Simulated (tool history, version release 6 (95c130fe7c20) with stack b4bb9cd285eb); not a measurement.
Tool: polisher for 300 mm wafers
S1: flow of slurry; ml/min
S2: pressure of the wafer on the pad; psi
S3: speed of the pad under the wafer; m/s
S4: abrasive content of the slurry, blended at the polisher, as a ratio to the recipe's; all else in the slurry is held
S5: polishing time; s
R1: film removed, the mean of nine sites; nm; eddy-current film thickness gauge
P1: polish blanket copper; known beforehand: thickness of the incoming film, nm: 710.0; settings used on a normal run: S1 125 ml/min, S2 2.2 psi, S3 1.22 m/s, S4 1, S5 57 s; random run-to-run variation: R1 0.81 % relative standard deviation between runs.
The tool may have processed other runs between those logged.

{"run": 1, "day": 0.271, "S1": 125, "S2": 2.2, "S3": 1.22, "S4": 1, "S5": 57, "R1": 177.23}
{"run": 2, "day": 0.721, "S1": 125, "S2": 3.2, "S3": 1.22, "S4": 0.55, "S5": 57, "R1": 225.63}
{"run": 3, "day": 1.125, "S1": 125, "S2": 2.2, "S3": 0.54, "S4": 1, "S5": 57, "R1": 78.361}
{"run": 4, "day": 1.425, "S1": 125, "S2": 2.2, "S3": 1.22, "S4": 1, "S5": 57, "R1": 174.62}
{"run": 5, "day": 1.838, "S1": 125, "S2": 2.2, "S3": 1.22, "S4": 0.5, "S5": 57, "R1": 153.43}
{"run": 6, "day": 2.212, "S1": 125, "S2": 3.1, "S3": 1.22, "S4": 1, "S5": 57, "R1": 248.59}
{"run": 7, "day": 2.612, "S1": 125, "S2": 2.2, "S3": 1.8, "S4": 1, "S5": 57, "R1": 261.41}
{"run": 8, "day": 3.092, "S1": 75, "S2": 2.2, "S3": 1.22, "S4": 1, "S5": 57, "R1": 155.79}
{"run": 9, "day": 3.454, "S1": 125, "S2": 2.2, "S3": 1.22, "S4": 1, "S5": 57, "R1": 176.72}
{"run": 10, "day": 3.742, "S1": 125, "S2": 2.2, "S3": 1.22, "S4": 1, "S5": 57, "R1": 175.29}
{"run": 11, "day": 4.233, "S1": 125, "S2": 2.2, "S3": 1.22, "S4": 1, "S5": 87, "R1": 269.92}
{"run": 12, "day": 4.775, "S1": 165, "S2": 2.2, "S3": 1.22, "S4": 1, "S5": 57, "R1": 183.21}
{"run": 13, "day": 5.267, "S1": 125, "S2": 2.2, "S3": 1.22, "S4": 1.25, "S5": 57, "R1": 184.39}
{"run": 14, "day": 5.842, "S1": 125, "S2": 1, "S3": 1.22, "S4": 1, "S5": 57, "R1": 79.847}
{"run": 15, "day": 6.183, "S1": 125, "S2": 2.2, "S3": 1.22, "S4": 1, "S5": 57, "R1": 176.03}
{"run": 16, "day": 6.562, "S1": 125, "S2": 2.2, "S3": 1.22, "S4": 1, "S5": 26, "R1": 80.668}
{"day": 6.962, "done": "slurry nozzle cleaned"}
{"run": 17, "day": 6.962, "S1": 125, "S2": 2.2, "S3": 1.74, "S4": 0.65, "S5": 57, "R1": 228.08}
{"run": 18, "day": 7.492, "S1": 125, "S2": 3.3, "S3": 1.22, "S4": 1, "S5": 41, "R1": 192.51}
{"run": 19, "day": 7.933, "S1": 125, "S2": 2.2, "S3": 1.22, "S4": 1, "S5": 57, "R1": 174.87}
{"run": 20, "day": 8.412, "S1": 125, "S2": 2.2, "S3": 1.22, "S4": 1, "S5": 57, "R1": 169.51}
{"run": 21, "day": 8.746, "S1": 125, "S2": 2.2, "S3": 1.22, "S4": 1, "S5": 57, "R1": 165.83}
{"run": 22, "day": 9.1, "S1": 125, "S2": 2.2, "S3": 1.22, "S4": 1, "S5": 57, "R1": 160.59}
{"day": 9.5, "done": "slurry blender recalibrated"}
{"run": 23, "day": 9.512, "S1": 125, "S2": 2.2, "S3": 1.22, "S4": 1, "S5": 57, "R1": 157.3}
{"day": 9.6, "done": "head pressure recalibrated"}
{"run": 24, "day": 10.021, "S1": 125, "S2": 2.2, "S3": 1.22, "S4": 1, "S5": 57, "R1": 154.89}
{"run": 25, "day": 10.321, "S1": 125, "S2": 2.2, "S3": 1.22, "S4": 1, "S5": 57, "R1": 154.38}

P1 no longer gives what it gave before; its output has crept away from where it was. The following 2 causes, each at its listed size, fit the log equally well:
A: removal rate lost through wear of the pad, % = 11.4
B: slurry flow missing at the pad, % = 38
The creep began at about day 7.933.
All other causes, with the reason each is excluded:
head's pressure below its setpoint, %: serviced at day 9.6, after the change had begun; the process did not return to its earlier output
abrasive missing from the slurry, %: serviced at day 9.5, after the change had begun; the process did not return to its earlier output

You are offered 4 check runs, listed below with question marks in place of their results; each one averages 5 wafers. Which run separates the listed causes by giving clearly different results for each?
{"run": "check 1", "day": 10.621, "S1": 125, "S2": 1.3, "S3": 1.58, "S4": 1, "S5": 57, "R1": "?"}
{"run": "check 2", "day": 10.621, "S1": 125, "S2": 2.2, "S3": 0.56, "S4": 0.55, "S5": 57, "R1": "?"}
{"run": "check 3", "day": 10.621, "S1": 95, "S2": 2.2, "S3": 1.22, "S4": 1, "S5": 57, "R1": "?"}
{"run": "check 4", "day": 10.621, "S1": 125, "S2": 2.2, "S3": 1.22, "S4": 0.8, "S5": 57, "R1": "?"}

What every check run would give for each of its results, assuming each possible cause in turn:
check=check_1 result=R1 if_A=119.27 if_B=119.27
check=check_2 result=R1 if_A=63.231 if_B=63.23
check=check_3 result=R1 if_A=146.3 if_B=141.67
check=check_4 result=R1 if_A=148.67 if_B=148.67
Per-check spread between the two closest causes, in the result where they differ most: check 1 0 %; check 2 0 %; check 3 3.22 %; check 4 0 %
Only in check 3 would the causes give clearly different results; in the remaining checks their results would be nearly the same.

Then check 3 was run and gave: R1 141.28 nm. Which cause is it?

It was cause B: slurry flow missing at the pad, %.

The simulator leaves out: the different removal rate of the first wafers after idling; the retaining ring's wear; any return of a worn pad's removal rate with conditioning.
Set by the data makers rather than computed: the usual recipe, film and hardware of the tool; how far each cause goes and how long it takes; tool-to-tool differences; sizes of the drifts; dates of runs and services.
